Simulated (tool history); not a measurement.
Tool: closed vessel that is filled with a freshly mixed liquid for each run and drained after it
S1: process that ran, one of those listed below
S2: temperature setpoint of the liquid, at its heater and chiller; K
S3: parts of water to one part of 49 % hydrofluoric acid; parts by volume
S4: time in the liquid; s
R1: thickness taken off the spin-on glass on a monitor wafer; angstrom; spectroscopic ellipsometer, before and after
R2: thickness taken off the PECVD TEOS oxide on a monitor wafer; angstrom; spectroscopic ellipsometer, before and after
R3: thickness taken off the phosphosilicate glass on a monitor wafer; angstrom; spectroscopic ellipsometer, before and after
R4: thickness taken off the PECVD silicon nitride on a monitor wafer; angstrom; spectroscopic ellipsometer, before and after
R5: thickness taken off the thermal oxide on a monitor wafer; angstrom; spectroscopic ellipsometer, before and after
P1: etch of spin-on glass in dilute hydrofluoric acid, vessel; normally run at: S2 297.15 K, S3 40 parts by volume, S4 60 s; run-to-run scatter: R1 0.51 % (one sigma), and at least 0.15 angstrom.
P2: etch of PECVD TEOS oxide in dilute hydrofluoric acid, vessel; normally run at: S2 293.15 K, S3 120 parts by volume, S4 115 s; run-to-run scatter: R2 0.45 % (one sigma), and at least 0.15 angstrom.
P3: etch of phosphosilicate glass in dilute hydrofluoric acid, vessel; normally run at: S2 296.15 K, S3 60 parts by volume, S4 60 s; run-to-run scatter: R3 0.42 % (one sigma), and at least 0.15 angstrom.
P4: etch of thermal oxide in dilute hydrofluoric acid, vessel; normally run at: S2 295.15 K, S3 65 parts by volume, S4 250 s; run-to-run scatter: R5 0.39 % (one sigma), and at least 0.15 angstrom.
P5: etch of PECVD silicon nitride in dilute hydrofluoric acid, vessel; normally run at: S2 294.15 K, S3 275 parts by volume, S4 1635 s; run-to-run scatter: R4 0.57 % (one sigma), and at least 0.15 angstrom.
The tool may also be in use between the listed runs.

run	hour	S1	S2	S3	S4	R1	R2	R3	R4	R5
1	4.2	P1	297.15	40	60	553.63				
2	7.6	P1	297.15	40	30	275.43				
3	10.2	P2	293.15	120	115		68.086			
4	13.8	P3	290.15	60	60			806.48		
5	15.9	P5	294.15	275	3140				186.730	
6	19.0	P1	297.15	40	90	822.74				
7	22.1	P2	290.15	120	115		60.290			
8	25.8	P1	297.15	40	60	549.23				
9	28.2	P1	291.65	55	60	311.83				
10	30.3	P4	290.15	65	250					140.750
11	34.2	P3	296.15	100	60			590.80		
12	37.0	P5	290.15	275	1635				75.526	
13	40.3	P4	295.15	90	250					121.770
14	43.9	P1	297.15	70	60	302.59				
15	45.9	P1	292.15	40	60	448.06				
16	48.5	P3	296.15	60	115			1979.20		
17	52.3	P1	297.15	40	60	545.57				
18	54.6	P1	297.15	20	60	1128.60				
19	57.8	P1	302.15	40	60	670.08				
20	60.0	P3	296.15	60	60			1037.70		
21	62.3	P4	295.15	65	250					172.500
22	65.4	P2	293.15	60	115		145.280			
23	69.7	P5	294.15	275	1635				96.378	
24	73.7	P4	295.15	65	100					68.969
25	76.0	P1	297.15	40	60	547.79				
26	79.1	P5	294.15	110	1635				234.700	
27	82.6	P2	293.15	120	185		109.410			
28	87.0	P1	297.15	40	60	545.29				
29	91.0	P1	297.15	40	60	574.73				
30	93.4	P1	297.15	40	60	584.52				
31	97.2	P1	297.15	40	60	590.41				
32	99.8	P1	297.15	40	60	590.54				
33	102.7	P1	297.15	40	60	595.16				
34	105.1	P1	297.15	40	60	601.25				
35	107.7	P1	297.15	40	60	599.36				
36	111.2	P1	297.15	40	60	598.23				

What P1 gives has crept away from where it was. These 2 causes fit the log equally well, each at the size given:
A: hydrofluoric acid flow above the setpoint (%) = 8.42
B: liquid hotter than its thermometer reads (K) = 2.07
The creep began at about hour 87.0.

4 check runs are offered, one wafer each, their results left as question marks. Which one tells the causes apart?
check 1	114.7	P5	294.15	275	1635				?	
check 2	114.7	P3	296.15	60	60			?		
check 3	114.7	P2	293.15	120	115		?			
check 4	114.7	P4	295.15	65	250					?

What each check would give under each cause:
check	result	if A	if B
check 1	R4	104.390	109.870
check 2	R3	1131.00	1128.40
check 3	R2	74.915	74.326
check 4	R5	189.140	188.710
How far apart the two closest causes lie, in the result that separates them most: check 1 5.12 %; check 2 0.23 %; check 3 0.79 %; check 4 0.23 %
Check 1 tells the causes apart: in the others they would give nearly the same result.

Then check 1 was run and gave: R4 103.770 angstrom. Which cause is it?

It is A: hydrofluoric acid flow above the setpoint (%).
